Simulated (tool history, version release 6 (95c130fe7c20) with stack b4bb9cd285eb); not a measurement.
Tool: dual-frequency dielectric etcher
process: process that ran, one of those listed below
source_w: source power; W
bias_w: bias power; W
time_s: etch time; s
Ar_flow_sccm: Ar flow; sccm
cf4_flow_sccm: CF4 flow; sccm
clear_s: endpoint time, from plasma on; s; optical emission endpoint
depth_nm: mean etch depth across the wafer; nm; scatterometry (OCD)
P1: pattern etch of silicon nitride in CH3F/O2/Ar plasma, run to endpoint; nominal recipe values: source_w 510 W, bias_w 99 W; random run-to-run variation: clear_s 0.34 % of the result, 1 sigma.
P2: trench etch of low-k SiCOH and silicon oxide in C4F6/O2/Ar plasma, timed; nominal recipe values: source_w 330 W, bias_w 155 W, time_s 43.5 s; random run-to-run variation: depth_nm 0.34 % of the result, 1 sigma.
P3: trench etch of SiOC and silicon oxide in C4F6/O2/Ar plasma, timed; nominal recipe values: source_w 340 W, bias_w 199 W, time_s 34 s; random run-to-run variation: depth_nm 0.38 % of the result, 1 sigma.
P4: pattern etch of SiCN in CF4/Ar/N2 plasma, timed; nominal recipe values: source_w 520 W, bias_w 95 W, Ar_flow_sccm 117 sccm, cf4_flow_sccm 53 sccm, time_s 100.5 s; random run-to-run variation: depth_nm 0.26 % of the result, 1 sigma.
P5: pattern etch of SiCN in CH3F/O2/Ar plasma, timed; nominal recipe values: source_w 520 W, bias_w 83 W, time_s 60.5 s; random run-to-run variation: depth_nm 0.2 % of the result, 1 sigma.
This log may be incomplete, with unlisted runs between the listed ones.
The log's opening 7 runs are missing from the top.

| run | hour | process | source_w | bias_w | time_s | Ar_flow_sccm | cf4_flow_sccm | clear_s | depth_nm |
|---|---|---|---|---|---|---|---|---|---|
| 8 | 78 | P4 | 710 | 95 | 100.5 | 117 | 53 |  | 129.14 |
| 9 | 85.3 | P5 | 520 | 83 | 60.5 |  |  |  | 26.92 |
| 10 | 95.4 | P2 | 330 | 97 | 43.5 |  |  |  | 105.05 |
| 11 | 106.6 | P1 | 640 | 76 |  |  |  | 22.02 |  |
| 12 | 119.1 | P2 | 330 | 155 | 24.5 |  |  |  | 67.474 |
| 13 | 129.6 | P3 | 340 | 130 | 34 |  |  |  | 57.781 |
| 14 | 139.8 | P2 | 330 | 155 | 43.5 |  |  |  | 120.12 |
| 15 | 147.3 | P5 | 520 | 83 | 37.5 |  |  |  | 16.747 |
| 16 | 153.3 | P4 | 520 | 95 | 136.5 | 117 | 53 |  | 133.25 |
| 17 | 164 | P1 | 610 | 72 |  |  |  | 23.039 |  |
|  | 165.1 | bias power generator calibrated |
| 18 | 171.9 | P1 | 510 | 99 |  |  |  | 22.017 |  |
| 19 | 183.1 | P4 | 520 | 95 | 100.5 | 117 | 40 |  | 94.311 |
| 20 | 194.1 | P1 | 720 | 99 |  |  |  | 19.297 |  |
| 21 | 205.4 | P1 | 510 | 120 |  |  |  | 20.465 |  |
| 22 | 214.8 | P5 | 320 | 83 | 60.5 |  |  |  | 22.515 |
| 23 | 225.9 | P1 | 510 | 99 |  |  |  | 21.945 |  |
| 24 | 237.7 | P4 | 520 | 119 | 100.5 | 117 | 53 |  | 107.71 |
| 25 | 249.7 | P3 | 340 | 199 | 34 |  |  |  | 65.997 |
| 26 | 256.7 | P4 | 520 | 95 | 100.5 | 86 | 53 |  | 103.17 |
| 27 | 267.1 | P1 | 300 | 99 |  |  |  | 27.027 |  |
| 28 | 275.4 | P4 | 520 | 95 | 100.5 | 117 | 53 |  | 98.327 |
| 29 | 288.2 | P3 | 340 | 199 | 34 |  |  |  | 65.931 |

Forecast run 30:
| 30 | 297.2 | P5 | 520 | 83 | 60.5 |  |  |  | ? |

{"run 30": {"depth_nm": 26.944}}
